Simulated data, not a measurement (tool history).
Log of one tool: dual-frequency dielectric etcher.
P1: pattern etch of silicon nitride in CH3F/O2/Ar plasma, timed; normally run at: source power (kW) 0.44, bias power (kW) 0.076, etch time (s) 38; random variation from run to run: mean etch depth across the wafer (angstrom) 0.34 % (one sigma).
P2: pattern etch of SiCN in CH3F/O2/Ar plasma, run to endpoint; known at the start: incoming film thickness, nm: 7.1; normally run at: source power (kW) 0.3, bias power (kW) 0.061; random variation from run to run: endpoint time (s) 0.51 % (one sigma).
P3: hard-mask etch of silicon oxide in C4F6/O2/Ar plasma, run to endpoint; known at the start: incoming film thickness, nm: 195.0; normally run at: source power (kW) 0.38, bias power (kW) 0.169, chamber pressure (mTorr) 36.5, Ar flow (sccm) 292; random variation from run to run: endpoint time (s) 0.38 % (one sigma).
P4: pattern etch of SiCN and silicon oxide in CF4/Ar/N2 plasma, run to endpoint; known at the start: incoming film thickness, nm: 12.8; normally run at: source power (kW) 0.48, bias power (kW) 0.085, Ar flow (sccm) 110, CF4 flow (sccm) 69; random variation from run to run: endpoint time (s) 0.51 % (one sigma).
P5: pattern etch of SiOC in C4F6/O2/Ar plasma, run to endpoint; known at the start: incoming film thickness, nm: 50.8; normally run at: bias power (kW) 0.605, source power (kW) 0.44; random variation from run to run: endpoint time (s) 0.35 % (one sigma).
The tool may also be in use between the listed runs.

run   hour  process that ran  source power (kW)  bias power (kW)  etch time (s)  chamber pressure (mTorr)  Ar flow (sccm)  CF4 flow (sccm)  mean etch depth across the wafer (angstrom)  endpoint time (s)
  1    6.5                P1               0.44            0.076             38                                                                                                  273.06
  2   20.5                P1               0.44            0.076             38                                                                                                   272.9
  3   33.6                P3               0.38            0.169                                     36.5             184                                                                           65.147
  4   41.3                P1               0.44            0.076             38                                                                                                  274.32
  5   49.8                P3               0.38            0.169                                     36.5             292                                                                           69.261
  6   56.8                P1               0.44            0.076             38                                                                                                  274.16
  7   65.3                P1               0.61            0.076             30                                                                                                  244.29
  8   77.3                P2                0.3            0.061                                                                                                                                    22.536
  9   88.9                P1               0.44             0.09             38                                                                                                   289.8
 10   99.8                P2                0.2            0.061                                                                                                                                    26.365
 11  106.2                P1               0.56            0.076             38                                                                                                  300.82
 12  118.2                P1               0.44            0.076             38                                                                                                  272.67
 13  128.2                P4               0.48            0.118                                                      110               69                                                          11.969
 14  136.3                P1               0.44            0.076             49                                                                                                  353.61
 15  148.6                P5               0.44            0.764                                                                                                                                    13.846
 16  158.1                P1               0.44            0.076             38                                                                                                  274.44
 17  168.5                P3               0.38            0.238                                     36.5             292                                                                            61.64
 18  175.4                P1               0.57            0.063             38                                                                                                  282.71
 19  183.5                P4               0.48            0.085                                                      110               85                                                          13.086
 20  193.2                P3               0.38            0.169                                     50.5             292                                                                           70.786
 21  199.9                P1               0.51            0.095             38                                                                                                  311.36
 22  214.3                P3               0.28            0.169                                     36.5             292                                                                           77.604
 23  223.4                P4               0.48            0.085                                                      110               69                                                          13.578
 24    232                P1               0.44            0.076             21                                                                                                  150.99
 25    242                P2                0.3            0.082                                                                                                                                    20.198
 26  251.4                P1               0.34            0.076             38                                                                                                  246.86
 27    260                P3               0.38            0.169                                     36.5             292                                                                           68.493
 28  271.6                P4               0.48            0.085                                                      133               69                                                          13.876
 29    281                P5               0.62            0.605                                                                                                                                    13.285
 30  293.3                P4               0.29            0.085                                                      110               69                                                          20.807
 31  307.8                P1               0.44            0.049             38                                                                                                  235.84
 32  317.8                P5               0.44            0.605                                                                                                                                    15.187
 33  330.8                P1               0.44            0.076             38                                                                                                  271.37
 34    343                P1               0.44            0.076             38                                                                                                  270.46
 35  350.9                P1               0.44            0.076             38                                                                                                  272.94
 36    361                P1               0.44            0.076             38                                                                                                   271.5
 37  371.6                P1               0.44            0.076             38                                                                                                  269.34
     375.6  -- wet clean of the chamber
 38  382.7                P1               0.44            0.076             38                                                                                                  269.24
 39  389.7                P1               0.44            0.076             38                                                                                                  268.42
 40  404.3                P1               0.44            0.076             38                                                                                                  268.64
 41  418.7                P1               0.44            0.076             38                                                                                                  266.78
 42  426.5                P1               0.44            0.076             38                                                                                                  269.37
 43  438.7                P1               0.44            0.076             38                                                                                                  268.11
 44  448.6                P1               0.44            0.076             38                                                                                                  267.46

What P1 gives has crept away from where it was. These 2 causes fit the log equally well, each at the size given:
A: source power that arrives under what is set, % = 4.39
B: bias power that arrives under what is set, % = 4.84
The creep began at about hour 330.8.
Why every other cause is out:
chamber walls in a state that lowers the etch rate, %: serviced at hour 375.6, which brought nothing back

4 check runs are offered, each on 3 wafers whose results are averaged, their results left as question marks. Which one tells the causes apart?
check 1  458.5                P4               0.32            0.085                                                      110               69                                                               ?
check 2  458.5                P2                0.3            0.071                                                                                                                                         ?
check 3  458.5                P3               0.29            0.222                                     36.5             292                                                                                ?
check 4  458.5                P5                0.6            0.738                                                                                                                                         ?

What each check would give under each cause:
  check             result    if A    if B
check 1  endpoint time (s)  19.962  19.541
check 2  endpoint time (s)  21.705  21.727
check 3  endpoint time (s)  70.955  70.919
check 4  endpoint time (s)  12.711  12.746
How far apart the two closest causes lie, in the result that separates them most: check 1 2.13 %; check 2 0.1 %; check 3 0.05 %; check 4 0.27 %
Check 1 tells the causes apart: in the others they would give nearly the same result.

Then check 1 was run and gave: endpoint time (s) 19.605. Which cause is it?

It is B: bias power that arrives under what is set, %.
